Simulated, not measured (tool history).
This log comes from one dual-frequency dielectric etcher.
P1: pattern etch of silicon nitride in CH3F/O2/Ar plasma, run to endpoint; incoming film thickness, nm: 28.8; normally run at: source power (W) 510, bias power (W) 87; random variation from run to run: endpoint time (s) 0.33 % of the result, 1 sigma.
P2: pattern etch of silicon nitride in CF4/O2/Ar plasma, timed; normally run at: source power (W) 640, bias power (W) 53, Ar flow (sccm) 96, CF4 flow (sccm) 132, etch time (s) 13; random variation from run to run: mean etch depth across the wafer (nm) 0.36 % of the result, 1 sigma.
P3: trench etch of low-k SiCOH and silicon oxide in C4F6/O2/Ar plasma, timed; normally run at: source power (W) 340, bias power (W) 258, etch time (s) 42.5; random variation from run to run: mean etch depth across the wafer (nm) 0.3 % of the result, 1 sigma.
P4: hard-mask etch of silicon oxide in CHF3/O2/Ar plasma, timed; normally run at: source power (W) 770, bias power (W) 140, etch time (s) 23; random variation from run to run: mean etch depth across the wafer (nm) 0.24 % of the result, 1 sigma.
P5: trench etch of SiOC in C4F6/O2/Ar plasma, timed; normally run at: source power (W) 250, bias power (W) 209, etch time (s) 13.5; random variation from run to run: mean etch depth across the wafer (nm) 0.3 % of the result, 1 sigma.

run   hour  process that ran  source power (W)  bias power (W)  Ar flow (sccm)  CF4 flow (sccm)  etch time (s)  endpoint time (s)  mean etch depth across the wafer (nm)
  1     11                P1               510              87                                                             35.389
  2   20.6                P2               640              53              96               95             13                                                    31.108
  3     31                P3               230             258                                            42.5                                                    130.44
  4   42.5                P1               710             110                                                             28.887
  5   49.9                P4               770             140                                              23                                                    45.519
  6   57.1                P5               250             209                                            13.5                                                    23.981
  7   63.8                P2               640              53              96              132             19                                                    47.079
  8   73.5                P4               770             199                                              23                                                    50.928
  9   80.8                P1               640              87                                                             32.702
 10     94                P1               510              87                                                               35.3
 11  105.4                P4               770             140                                              31                                                    61.154
 12  112.9                P1               330              87                                                             41.656
 13  125.1                P5               190             209                                            13.5                                                    21.605
 14    136                P1               320             103                                                             39.652
     143.3  -- source power generator calibrated
 15    145                P2               640              70              96              132             13                                                    35.782
 16  155.6                P2               860              53              96              132             13                                                    41.652
 17  163.9                P1               510              53                                                             41.875
 18  172.9                P5               250             209                                             7.5                                                    13.315
 19  185.3                P1               510              87                                                              35.45
 20    192                P2               640              53              96              132             13                                                    32.283
 21  198.8                P5               250             130                                            13.5                                                    20.683
 22  211.6                P3               340             306                                            42.5                                                    160.41
 23  222.3                P1               610             121                                                             29.463
 24  235.7                P4              1020             140                                              23                                                    50.815
 25  248.8                P3               340             258                                            42.5                                                    151.25
 26  261.5                P2               640              53              96              132             13                                                    32.211
 27  273.2                P1               510              87                                                             35.504
 28  280.8                P3               340             258                                            24.5                                                    87.163
 29  293.7                P1               510             104                                                             33.417
 30  306.5                P2               640              53             121              132             13                                                    31.536
 31  314.9                P5               250             209                                            13.5                                                    24.048
 32    326                P4               770             140                                              23                                                    45.417
 33    337                P1               510              87                                                             35.459
 34  343.5                P1               510              87                                                             35.539
 35  351.6                P1               510              87                                                             35.798
 36  362.7                P1               510              87                                                              35.71
 37  374.3                P1               510              87                                                             35.998
 38  380.9                P1               510              87                                                             35.867
 39  394.9                P1               510              87                                                             35.893
     406.3  -- wet clean of the chamber
 40    409                P1               510              87                                                             35.861
 41  419.9                P1               510              87                                                             36.046
 42  433.8                P1               510              87                                                             36.027

What P1 gives has crept off from where it sat before. The 2 causes that follow fit the log equally well, each at the size noted:
A: bias power that arrives under what is set, % = 4.59
B: source power that arrives under what is set, % = 4.26
The creep began at about hour 337.
Ruled out, with reasons:
chamber walls in a state that lowers the etch rate, %: maintenance at hour 406.3, after the shift began, did not return the process to its former output

Consider the 4 check runs below, whose results appear as question marks and each of which averages 2 wafers. Which one distinguishes the causes, in that each cause would give it a clearly different result?
check 1  447.7                P5               250             144                                            13.5                                                         ?
check 2  447.7                P4               770             183                                              31                                                         ?
check 3  447.7                P2               640              53             120              132           15.5                                                         ?
check 4  447.7                P3               270             258                                            27.5                                                         ?

What every check run would give for each of its results, assuming each possible cause in turn:
  check                                 result    if A    if B
check 1  mean etch depth across the wafer (nm)  20.986  20.935
check 2  mean etch depth across the wafer (nm)   65.86   65.78
check 3  mean etch depth across the wafer (nm)  36.869  36.109
check 4  mean etch depth across the wafer (nm)  88.349  88.333
How far apart the two closest causes lie, in the result that separates them most: check 1 0.24 %; check 2 0.12 %; check 3 2.08 %; check 4 0.02 %
The other checks would show nearly matching results whichever cause is true, so check 3 is the only one that separates the causes.

With check 3 done, the readings were: mean etch depth across the wafer (nm) 36.151. Identify which of the listed causes applies.

It is B: source power that arrives under what is set, %.
